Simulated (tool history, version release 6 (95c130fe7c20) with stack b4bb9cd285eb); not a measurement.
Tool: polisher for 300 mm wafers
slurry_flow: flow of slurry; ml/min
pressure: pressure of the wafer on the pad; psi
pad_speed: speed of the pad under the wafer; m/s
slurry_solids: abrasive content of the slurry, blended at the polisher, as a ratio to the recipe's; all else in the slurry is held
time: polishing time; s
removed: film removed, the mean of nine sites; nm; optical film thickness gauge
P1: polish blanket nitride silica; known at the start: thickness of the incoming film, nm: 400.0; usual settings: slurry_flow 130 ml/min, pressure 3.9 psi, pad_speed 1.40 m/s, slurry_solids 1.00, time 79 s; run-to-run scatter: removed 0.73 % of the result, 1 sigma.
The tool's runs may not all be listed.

Run 1, hour 11.5: slurry_flow 130 ml/min, pressure 3.9 psi, pad_speed 1.40 m/s, slurry_solids 1.00, time 79 s. Result: removed 80.439 nm.
Run 2, hour 24.9: slurry_flow 80 ml/min, pressure 3.9 psi, pad_speed 1.40 m/s, slurry_solids 1.00, time 79 s. Result: removed 71.419 nm.
Run 3, hour 39.3: slurry_flow 130 ml/min, pressure 3.9 psi, pad_speed 1.40 m/s, slurry_solids 1.25, time 79 s. Result: removed 87.679 nm.
At hour 48.2: conditioning disc replaced and pad reconditioned.
Run 4, hour 53.9: slurry_flow 130 ml/min, pressure 3.9 psi, pad_speed 1.40 m/s, slurry_solids 1.00, time 79 s. Result: removed 80.960 nm.
Run 5, hour 68.5: slurry_flow 130 ml/min, pressure 3.9 psi, pad_speed 1.40 m/s, slurry_solids 1.00, time 79 s. Result: removed 80.492 nm.
Run 6, hour 75.8: slurry_flow 130 ml/min, pressure 3.9 psi, pad_speed 1.40 m/s, slurry_solids 1.00, time 36 s. Result: removed 36.371 nm.
Run 7, hour 84.4: slurry_flow 205 ml/min, pressure 3.9 psi, pad_speed 1.40 m/s, slurry_solids 1.00, time 79 s. Result: removed 86.425 nm.
Run 8, hour 92.4: slurry_flow 130 ml/min, pressure 3.9 psi, pad_speed 1.40 m/s, slurry_solids 1.00, time 79 s. Result: removed 80.343 nm.
Run 9, hour 101.2: slurry_flow 130 ml/min, pressure 3.9 psi, pad_speed 0.86 m/s, slurry_solids 1.00, time 79 s. Result: removed 54.877 nm.
Run 10, hour 115.5: slurry_flow 130 ml/min, pressure 5.6 psi, pad_speed 1.40 m/s, slurry_solids 1.00, time 79 s. Result: removed 115.500 nm.
Run 11, hour 129.4: slurry_flow 130 ml/min, pressure 3.9 psi, pad_speed 2.14 m/s, slurry_solids 1.00, time 79 s. Result: removed 111.880 nm.
Run 12, hour 136.2: slurry_flow 130 ml/min, pressure 3.9 psi, pad_speed 1.40 m/s, slurry_solids 1.00, time 79 s. Result: removed 80.478 nm.
Run 13, hour 147.2: slurry_flow 130 ml/min, pressure 2.3 psi, pad_speed 1.40 m/s, slurry_solids 1.00, time 79 s. Result: removed 47.615 nm.
Run 14, hour 154.5: slurry_flow 130 ml/min, pressure 3.9 psi, pad_speed 1.80 m/s, slurry_solids 1.35, time 79 s. Result: removed 111.540 nm.
Run 15, hour 167.3: slurry_flow 130 ml/min, pressure 3.9 psi, pad_speed 1.40 m/s, slurry_solids 0.55, time 79 s. Result: removed 58.777 nm.
Run 16, hour 182.3: slurry_flow 130 ml/min, pressure 3.9 psi, pad_speed 1.40 m/s, slurry_solids 1.00, time 79 s. Result: removed 80.773 nm.
Run 17, hour 194.6: slurry_flow 130 ml/min, pressure 3.9 psi, pad_speed 1.40 m/s, slurry_solids 1.00, time 79 s. Result: removed 80.446 nm.
Run 18, hour 204.1: slurry_flow 130 ml/min, pressure 3.9 psi, pad_speed 1.40 m/s, slurry_solids 1.00, time 121 s. Result: removed 122.860 nm.
Run 19, hour 215.2: slurry_flow 130 ml/min, pressure 3.9 psi, pad_speed 1.40 m/s, slurry_solids 1.00, time 79 s. Result: removed 81.400 nm.
Run 20, hour 230.3: slurry_flow 130 ml/min, pressure 3.9 psi, pad_speed 1.40 m/s, slurry_solids 1.00, time 79 s. Result: removed 76.868 nm.
Run 21, hour 241.5: slurry_flow 130 ml/min, pressure 3.9 psi, pad_speed 1.40 m/s, slurry_solids 1.00, time 79 s. Result: removed 75.438 nm.
Run 22, hour 252.8: slurry_flow 130 ml/min, pressure 3.9 psi, pad_speed 1.40 m/s, slurry_solids 1.00, time 79 s. Result: removed 75.869 nm.
Run 23, hour 267.3: slurry_flow 130 ml/min, pressure 3.9 psi, pad_speed 1.40 m/s, slurry_solids 1.00, time 79 s. Result: removed 73.729 nm.
Run 24, hour 277.7: slurry_flow 130 ml/min, pressure 3.9 psi, pad_speed 1.40 m/s, slurry_solids 1.00, time 79 s. Result: removed 73.430 nm.
At hour 278.0: slurry nozzle cleaned.
At hour 286.0: conditioning disc replaced and pad reconditioned.
At hour 288.0: head pressure recalibrated.
Run 25, hour 292.2: slurry_flow 130 ml/min, pressure 3.9 psi, pad_speed 1.40 m/s, slurry_solids 1.00, time 79 s. Result: removed 73.044 nm.
Run 26, hour 300.7: slurry_flow 130 ml/min, pressure 3.9 psi, pad_speed 1.40 m/s, slurry_solids 1.00, time 79 s. Result: removed 73.143 nm.
Run 27, hour 309.2: slurry_flow 130 ml/min, pressure 3.9 psi, pad_speed 1.40 m/s, slurry_solids 1.00, time 79 s. Result: removed 72.928 nm.
Run 28, hour 318.3: slurry_flow 130 ml/min, pressure 3.9 psi, pad_speed 1.40 m/s, slurry_solids 1.00, time 79 s. Result: removed 73.541 nm.
Run 29, hour 326.4: slurry_flow 130 ml/min, pressure 3.9 psi, pad_speed 1.40 m/s, slurry_solids 1.00, time 79 s. Result: removed 72.449 nm.

What P1 gives has crept away from where it was. These 2 causes fit the log equally well, each at the size given:
A: abrasive missing from the slurry, % = 18.5
B: removal rate lost through wear of the pad, % = 9.34
The creep began at about hour 215.2.
Why every other cause is out:
slurry flow missing at the pad, %: serviced at hour 278.0, which brought nothing back
head's pressure below its setpoint, %: serviced at hour 288.0, which brought nothing back
time polished since the conditioner stopped cutting, s: serviced at hour 286.0, which brought nothing back

4 check runs are offered, each on 5 wafers whose results are averaged, their results left as question marks. Which one tells the causes apart?
Run check 1, hour 334.5: slurry_flow 130 ml/min, pressure 2.6 psi, pad_speed 1.40 m/s, slurry_solids 1.00, time 55 s. Result: removed ?.
Run check 2, hour 334.5: slurry_flow 100 ml/min, pressure 3.9 psi, pad_speed 2.12 m/s, slurry_solids 1.00, time 79 s. Result: removed ?.
Run check 3, hour 334.5: slurry_flow 200 ml/min, pressure 5.6 psi, pad_speed 1.40 m/s, slurry_solids 1.00, time 79 s. Result: removed ?.
Run check 4, hour 334.5: slurry_flow 160 ml/min, pressure 3.9 psi, pad_speed 1.40 m/s, slurry_solids 0.60, time 79 s. Result: removed ?.

What each check would give under each cause:
  check   result     if A     if B
check 1  removed   33.817   33.822
check 2  removed   95.778   95.791
check 3  removed  112.230  112.250
check 4  removed   56.568   58.052
How far apart the two closest causes lie, in the result that separates them most: check 1 0.01 %; check 2 0.01 %; check 3 0.01 %; check 4 2.59 %
Check 4 tells the causes apart: in the others they would give nearly the same result.

Then check 4 was run and gave: removed 58.021 nm. Which cause is it?

It is B: removal rate lost through wear of the pad, %.
